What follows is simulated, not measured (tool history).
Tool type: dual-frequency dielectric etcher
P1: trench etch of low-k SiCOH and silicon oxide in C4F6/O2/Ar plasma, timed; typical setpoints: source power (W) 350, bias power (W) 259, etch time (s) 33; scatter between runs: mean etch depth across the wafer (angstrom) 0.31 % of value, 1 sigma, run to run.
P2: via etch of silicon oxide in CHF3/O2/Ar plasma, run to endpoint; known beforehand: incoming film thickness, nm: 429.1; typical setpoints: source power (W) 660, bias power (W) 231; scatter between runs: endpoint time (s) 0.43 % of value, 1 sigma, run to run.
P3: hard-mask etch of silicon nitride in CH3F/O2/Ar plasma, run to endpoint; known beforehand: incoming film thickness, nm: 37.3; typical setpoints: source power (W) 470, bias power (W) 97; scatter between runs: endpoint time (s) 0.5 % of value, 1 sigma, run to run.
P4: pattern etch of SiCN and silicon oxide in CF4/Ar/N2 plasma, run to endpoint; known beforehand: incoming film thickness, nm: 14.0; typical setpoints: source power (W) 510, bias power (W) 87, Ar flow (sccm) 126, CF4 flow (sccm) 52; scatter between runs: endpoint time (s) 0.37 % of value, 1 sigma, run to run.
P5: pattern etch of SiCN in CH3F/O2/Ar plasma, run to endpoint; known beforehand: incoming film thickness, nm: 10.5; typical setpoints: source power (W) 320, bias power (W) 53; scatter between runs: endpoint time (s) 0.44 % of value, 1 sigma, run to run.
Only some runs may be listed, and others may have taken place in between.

| run | hour | process that ran | source power (W) | bias power (W) | etch time (s) | Ar flow (sccm) | CF4 flow (sccm) | mean etch depth across the wafer (angstrom) | endpoint time (s) |
|---|---|---|---|---|---|---|---|---|---|
| 1 | 4.7 | P1 | 350 | 259 | 33 |  |  | 1071.5 |  |
| 2 | 13.6 | P3 | 310 | 97 |  |  |  |  | 53.26 |
| 3 | 22.3 | P5 | 320 | 35 |  |  |  |  | 38.263 |
| 4 | 30.4 | P1 | 350 | 326 | 19 |  |  | 670.89 |  |
| 5 | 37.4 | P1 | 350 | 347 | 43 |  |  | 1553.2 |  |
| 6 | 45.9 | P4 | 510 | 87 |  | 126 | 52 |  | 14.282 |
| 7 | 52.7 | P4 | 350 | 87 |  | 126 | 52 |  | 19.868 |
| 8 | 57.8 | P3 | 470 | 65 |  |  |  |  | 52.623 |
| 9 | 62.4 | P5 | 320 | 53 |  |  |  |  | 33.411 |
| 10 | 70.9 | P5 | 320 | 53 |  |  |  |  | 33.236 |
| 11 | 77.8 | P4 | 510 | 87 |  | 156 | 52 |  | 14.748 |
| 12 | 83.8 | P1 | 230 | 308 | 33 |  |  | 979.39 |  |
| 13 | 92 | P1 | 230 | 259 | 33 |  |  | 923 |  |
| 14 | 96 | P2 | 660 | 293 |  |  |  |  | 175.09 |
| 15 | 101.4 | P1 | 470 | 259 | 33 |  |  | 1210.3 |  |
| 16 | 106.4 | P3 | 470 | 97 |  |  |  |  | 45.398 |
| 17 | 110.5 | P2 | 660 | 231 |  |  |  |  | 190.64 |
| 18 | 119.1 | P2 | 660 | 231 |  |  |  |  | 191.4 |
|  | 120.3 | source power generator calibrated |
| 19 | 126.4 | P1 | 350 | 259 | 33 |  |  | 1078.7 |  |
| 20 | 132.7 | P1 | 350 | 259 | 18 |  |  | 586.12 |  |
| 21 | 139.8 | P2 | 490 | 231 |  |  |  |  | 213.42 |
| 22 | 148.7 | P1 | 350 | 259 | 33 |  |  | 1077.8 |  |

Predict the results of run 23:
| 23 | 152.7 | P3 | 470 | 97 |  |  |  |  | ? |

{"run 23": {"endpoint time (s)": 45.756}}
